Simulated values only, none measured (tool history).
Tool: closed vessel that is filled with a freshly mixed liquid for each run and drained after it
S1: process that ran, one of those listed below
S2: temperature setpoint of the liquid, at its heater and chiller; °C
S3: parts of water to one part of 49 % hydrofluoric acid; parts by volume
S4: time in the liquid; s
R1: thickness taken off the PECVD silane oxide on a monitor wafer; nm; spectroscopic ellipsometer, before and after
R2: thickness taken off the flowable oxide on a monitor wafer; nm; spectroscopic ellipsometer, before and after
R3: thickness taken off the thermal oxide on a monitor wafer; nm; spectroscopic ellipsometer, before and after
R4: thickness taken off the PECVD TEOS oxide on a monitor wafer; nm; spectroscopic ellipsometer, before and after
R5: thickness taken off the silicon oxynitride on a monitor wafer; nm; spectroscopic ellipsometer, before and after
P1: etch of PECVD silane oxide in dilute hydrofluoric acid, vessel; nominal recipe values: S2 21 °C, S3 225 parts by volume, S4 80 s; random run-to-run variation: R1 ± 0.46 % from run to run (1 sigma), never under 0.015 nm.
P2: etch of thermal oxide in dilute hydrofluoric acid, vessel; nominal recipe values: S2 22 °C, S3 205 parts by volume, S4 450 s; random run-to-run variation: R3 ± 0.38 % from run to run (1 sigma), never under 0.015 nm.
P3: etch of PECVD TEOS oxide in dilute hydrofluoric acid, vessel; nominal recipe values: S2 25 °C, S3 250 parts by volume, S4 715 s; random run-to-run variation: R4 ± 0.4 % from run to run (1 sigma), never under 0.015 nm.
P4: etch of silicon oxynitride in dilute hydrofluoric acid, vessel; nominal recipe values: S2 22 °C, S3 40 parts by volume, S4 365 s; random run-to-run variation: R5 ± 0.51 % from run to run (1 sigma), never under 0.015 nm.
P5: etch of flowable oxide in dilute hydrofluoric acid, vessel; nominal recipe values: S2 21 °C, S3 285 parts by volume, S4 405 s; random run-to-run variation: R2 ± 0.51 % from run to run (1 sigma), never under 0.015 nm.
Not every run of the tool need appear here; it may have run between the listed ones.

run,hour,S1,S2,S3,S4,R1,R2,R3,R4,R5
1,6.2,P1,21,225,80,11.053,,,,
2,9.3,P5,21,285,405,,57.063,,,
3,14,P1,27,310,80,9.0942,,,,
4,17.2,P2,22,205,450,,,8.2034,,
5,21.9,P3,25,75,715,,,,126.76,
6,27.7,P4,17,40,365,,,,,19.721
7,32.6,P1,21,225,80,11.189,,,,
8,39.5,P2,22,295,450,,,5.1736,,
9,43,P2,22,205,450,,,8.2186,,
10,48.3,P1,21,225,80,11.098,,,,
11,52.9,P5,21,500,405,,27.017,,,
12,57.9,P3,25,250,65,,,,2.7961,
13,63.6,P3,19.5,250,715,,,,25.489,
14,68.8,P5,21,285,405,,56.524,,,
# hour 70.6: hydrofluoric acid flow meter replaced
15,72,P3,25,250,715,,,,30.896,
16,75.8,P1,21,225,35,4.8222,,,,
17,81.8,P1,17,135,80,17.331,,,,
18,86.9,P1,28,225,80,14.375,,,,
19,90.9,P4,22,40,365,,,,,25.343
20,94.8,P4,22,40,70,,,,,4.8763
21,98.1,P3,25,250,715,,,,30.875,
22,101.8,P1,17,225,80,9.4603,,,,
23,105.5,P1,21,370,80,5.8543,,,,
24,111.9,P5,21,285,60,,8.4968,,,
25,118.6,P1,21,225,150,20.763,,,,
26,121.8,P1,21,85,80,34.2,,,,
27,126.1,P1,17,390,80,4.7642,,,,
28,129.7,P4,22,60,365,,,,,16.582
29,136.6,P2,28,205,450,,,10.222,,
30,142.9,P2,22,205,165,,,3.0056,,
31,147.8,P4,22,40,365,,,,,25.461
32,153.4,P5,17,285,405,,49.054,,,
33,157.7,P1,21,225,80,11.114,,,,
34,162.3,P1,21,225,80,11.021,,,,
35,169.2,P1,21,225,80,10.498,,,,
36,174.1,P1,21,225,80,10.46,,,,
37,180.7,P1,21,225,80,10.277,,,,
38,183.9,P1,21,225,80,10.167,,,,
39,187.2,P1,21,225,80,10.265,,,,
40,192.7,P1,21,225,80,10.177,,,,

What P1 gives has crept away from where it was. These 2 causes fit the log equally well, each at the size given:
A: hydrofluoric acid flow below the setpoint (%) = 6.71
B: liquid colder than its thermometer reads (K) = 2.24
The onset of the drift is placed at about hour 162.3.

The check runs listed below each take one wafer, and their results are still question marks. Under which run would the listed causes lead to clearly different results?
check 1,198.2,P5,17,445,405,,?,,,
check 2,198.2,P2,25,205,450,,,?,,
check 3,198.2,P3,21.5,250,205,,,,?,
check 4,198.2,P4,17,40,220,,,,,?

What each check would give under each cause:
check,result,if A,if B
check 1,R2,25.338,25.664
check 2,R3,8.4148,8.4383
check 3,R4,7.1852,7.2066
check 4,R5,11.055,10.559
Minimum pairwise separation of causes per check, each pair taken at its best-separating result: check 1 1.28 %; check 2 0.28 %; check 3 0.3 %; check 4 4.58 %
Only check 4 tells the causes apart: in the others they would give nearly the same result.

Here is what check 4 returned: R5 11.095 nm. Which cause is it?

The cause is A: hydrofluoric acid flow below the setpoint (%).
